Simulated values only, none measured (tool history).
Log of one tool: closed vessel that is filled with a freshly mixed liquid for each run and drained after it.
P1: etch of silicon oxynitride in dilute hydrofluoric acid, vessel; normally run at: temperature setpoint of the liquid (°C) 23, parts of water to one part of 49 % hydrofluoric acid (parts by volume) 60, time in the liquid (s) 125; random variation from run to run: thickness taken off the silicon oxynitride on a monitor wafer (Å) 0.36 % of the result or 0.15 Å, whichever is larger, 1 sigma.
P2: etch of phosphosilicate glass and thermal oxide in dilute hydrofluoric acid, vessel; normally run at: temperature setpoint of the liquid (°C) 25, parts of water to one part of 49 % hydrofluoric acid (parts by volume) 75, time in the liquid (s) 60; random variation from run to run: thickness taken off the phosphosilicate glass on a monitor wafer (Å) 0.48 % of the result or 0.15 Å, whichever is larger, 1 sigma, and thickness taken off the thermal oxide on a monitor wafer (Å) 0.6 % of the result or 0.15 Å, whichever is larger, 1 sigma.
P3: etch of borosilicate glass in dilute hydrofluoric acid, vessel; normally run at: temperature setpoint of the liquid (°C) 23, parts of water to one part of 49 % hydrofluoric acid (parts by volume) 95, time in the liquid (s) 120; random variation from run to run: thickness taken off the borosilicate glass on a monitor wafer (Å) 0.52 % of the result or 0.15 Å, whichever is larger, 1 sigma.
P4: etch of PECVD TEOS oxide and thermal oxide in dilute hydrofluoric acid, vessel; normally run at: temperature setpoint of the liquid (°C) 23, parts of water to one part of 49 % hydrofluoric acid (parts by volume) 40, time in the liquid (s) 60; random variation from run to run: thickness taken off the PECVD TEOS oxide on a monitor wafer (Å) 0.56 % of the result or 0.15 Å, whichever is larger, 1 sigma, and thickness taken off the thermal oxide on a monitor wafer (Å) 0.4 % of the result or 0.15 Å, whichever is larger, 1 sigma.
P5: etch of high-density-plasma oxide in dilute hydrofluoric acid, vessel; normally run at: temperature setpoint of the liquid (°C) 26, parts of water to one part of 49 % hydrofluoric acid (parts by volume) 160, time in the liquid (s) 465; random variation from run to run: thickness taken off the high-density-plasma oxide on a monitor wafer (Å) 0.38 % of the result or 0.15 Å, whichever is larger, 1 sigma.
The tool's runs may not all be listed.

run   hour  process that ran  temperature setpoint of the liquid (°C)  parts of water to one part of 49 % hydrofluoric acid (parts by volume)  time in the liquid (s)  hours since the thermometer was replaced  hours since the hydrofluoric acid flow meter was replaced  thickness taken off the silicon oxynitride on a monitor wafer (Å)  thickness taken off the PECVD TEOS oxide on a monitor wafer (Å)  thickness taken off the thermal oxide on a monitor wafer (Å)  thickness taken off the borosilicate glass on a monitor wafer (Å)  thickness taken off the phosphosilicate glass on a monitor wafer (Å)  thickness taken off the high-density-plasma oxide on a monitor wafer (Å)
  1      5                P1                                       23                                                                      60                     125                                     294.6                                                     1302.9                                                             99.687
  2   10.2                P4                                       23                                                                      40                      30                                     299.8                                                     1308.1                                                                                                                              146.72                                                        37.184
  3   13.9                P3                                       23                                                                      95                     225                                     303.5                                                     1311.8                                                                                                                                                                                                                                                               916.94
  4   17.5                P2                                       25                                                                      75                      60                                     307.1                                                     1315.4                                                                                                                                                                                              42.9                                                                                                                                   534.04
  5   20.4                P5                                       26                                                                     160                     760                                       310                                                     1318.3                                                                                                                                                                                                                                                                                                                                                                                                               297.46
      24.6  -- thermometer replaced
  6   26.1                P1                                       23                                                                      60                     195                                       1.5                                                       1324                                                             154.09
  7   30.7                P1                                     27.5                                                                      60                      50                                       6.1                                                     1328.6                                                             49.487
  8   34.8                P1                                       23                                                                      60                      45                                      10.2                                                     1332.7                                                             35.865
  9   39.5                P1                                     26.5                                                                      60                     125                                      14.9                                                     1337.4                                                              117.3
 10   42.1                P1                                       23                                                                      20                     125                                      17.5                                                       1340                                                              304.5
 11   47.7                P1                                       23                                                                      60                     125                                      23.1                                                     1345.6                                                             99.069
 12   51.9                P1                                       23                                                                      60                     125                                      27.3                                                     1349.8                                                              99.04
 13   54.8                P2                                     19.5                                                                      75                      60                                      30.2                                                     1352.7                                                                                                                                                                                            34.273                                                                                                                                   423.49
 14   57.4                P3                                       23                                                                      20                     120                                      32.8                                                     1355.3                                                                                                                                                                                                                                                               2545.5
 15   62.7                P2                                       25                                                                      20                      60                                      38.1                                                     1360.6                                                                                                                                                                                            171.81                                                                                                                                   2156.2
 16     67                P1                                       23                                                                      60                     125                                      42.4                                                     1364.9                                                             99.359
 17   71.1                P1                                       23                                                                      60                     125                                      46.5                                                       1369                                                             99.139
 18   73.8                P4                                       23                                                                      40                      60                                      49.2                                                     1371.7                                                                                                                              293.15                                                        73.719
 19   78.3                P5                                       26                                                                     285                     465                                      53.7                                                     1376.2                                                                                                                                                                                                                                                                                                                                                                                                               89.058
 20   81.5                P1                                       23                                                                      60                     125                                      56.9                                                     1379.4                                                             98.772
 21   87.3                P1                                       23                                                                     105                     125                                      62.7                                                     1385.2                                                             54.435
 22   90.8                P2                                       25                                                                      75                      90                                      66.2                                                     1388.7                                                                                                                                                                                            64.326                                                                                                                                   800.35
 23   93.9                P3                                       23                                                                      95                     120                                      69.3                                                     1391.8                                                                                                                                                                                                                                                               492.04
 24   99.7                P4                                       23                                                                      40                      60                                      75.1                                                     1397.6                                                                                                                              291.84                                                        73.769
 25  103.1                P3                                       30                                                                      95                     120                                      78.5                                                       1401                                                                                                                                                                                                                                                                640.5
 26  108.9                P1                                     18.5                                                                      60                     125                                      84.3                                                     1406.8                                                             79.638
 27  112.1                P1                                       30                                                                      60                     205                                      87.5                                                       1410                                                             227.39
 28  117.2                P4                                     17.5                                                                      40                      60                                      92.6                                                     1415.1                                                                                                                              232.12                                                        58.942
 29  121.3                P2                                       25                                                                      75                      60                                      96.7                                                     1419.2                                                                                                                                                                                            43.207                                                                                                                                   534.09
 30  124.9                P5                                       26                                                                     160                     465                                     100.3                                                     1422.8                                                                                                                                                                                                                                                                                                                                                                                                               182.12
 31    129                P4                                       23                                                                      20                      60                                     104.4                                                     1426.9                                                                                                                              601.05                                                         152.2
 32  134.2                P5                                       20                                                                     160                     465                                     109.6                                                     1432.1                                                                                                                                                                                                                                                                                                                                                                                                               145.02
 33  139.6                P1                                       23                                                                      60                     125                                       115                                                     1437.5                                                             98.855
 34  145.1                P1                                       23                                                                      60                     125                                     120.5                                                       1443                                                             104.33
 35  147.7                P1                                       23                                                                      60                     125                                     123.1                                                     1445.6                                                             106.41
 36  152.2                P1                                       23                                                                      60                     125                                     127.6                                                     1450.1                                                             107.94
 37  157.4                P1                                       23                                                                      60                     125                                     132.8                                                     1455.3                                                             109.31
 38  160.3                P1                                       23                                                                      60                     125                                     135.7                                                     1458.2                                                             109.54
 39  165.8                P1                                       23                                                                      60                     125                                     141.2                                                     1463.7                                                             110.34
 40  170.1                P1                                       23                                                                      60                     125                                     145.5                                                       1468                                                             110.43
 41  175.2                P1                                       23                                                                      60                     125                                     150.6                                                     1473.1                                                             109.81

What P1 gives has crept away from where it was. These 2 causes fit the log equally well, each at the size given:
A: liquid hotter than its thermometer reads (K) = 2.24
B: hydrofluoric acid flow above the setpoint (%) = 10.9
The creep began at about hour 139.6.

4 check runs are offered, one wafer each, their results left as question marks. Which one tells the causes apart?
check 1  180.3                P4                                     19.5                                                                      20                      60                                                                                                                                                                                                                                        ?                                                             ?
check 2  180.3                P5                                       26                                                                     265                     675                                                                                                                                                                                                                                                                                                                                                                                                                                                                                                                         ?
check 3  180.3                P3                                       23                                                                      20                     195                                                                                                                                                                                                                                                                                                                                                                         ?
check 4  180.3                P2                                     20.5                                                                      20                      60                                                                                                                                                                                                                                                                                                      ?                                                                                                                                        ?

What each check would give under each cause:
  check                                                                    result    if A    if B
check 1           thickness taken off the PECVD TEOS oxide on a monitor wafer (Å)  570.34  575.59
check 1              thickness taken off the thermal oxide on a monitor wafer (Å)  144.12  145.45
check 2  thickness taken off the high-density-plasma oxide on a monitor wafer (Å)     153   161.6
check 3         thickness taken off the borosilicate glass on a monitor wafer (Å)  4541.2  4595.3
check 4              thickness taken off the thermal oxide on a monitor wafer (Å)  157.13  158.69
check 4      thickness taken off the phosphosilicate glass on a monitor wafer (Å)  1960.1  1979.6
How far apart the two closest causes lie, in the result that separates them most: check 1 0.92 %; check 2 5.47 %; check 3 1.18 %; check 4 0.99 %
Check 2 tells the causes apart: in the others they would give nearly the same result.

Check 2 was then run and gave: thickness taken off the high-density-plasma oxide on a monitor wafer (Å) 152.31. Which cause is it?

It is A: liquid hotter than its thermometer reads (K).
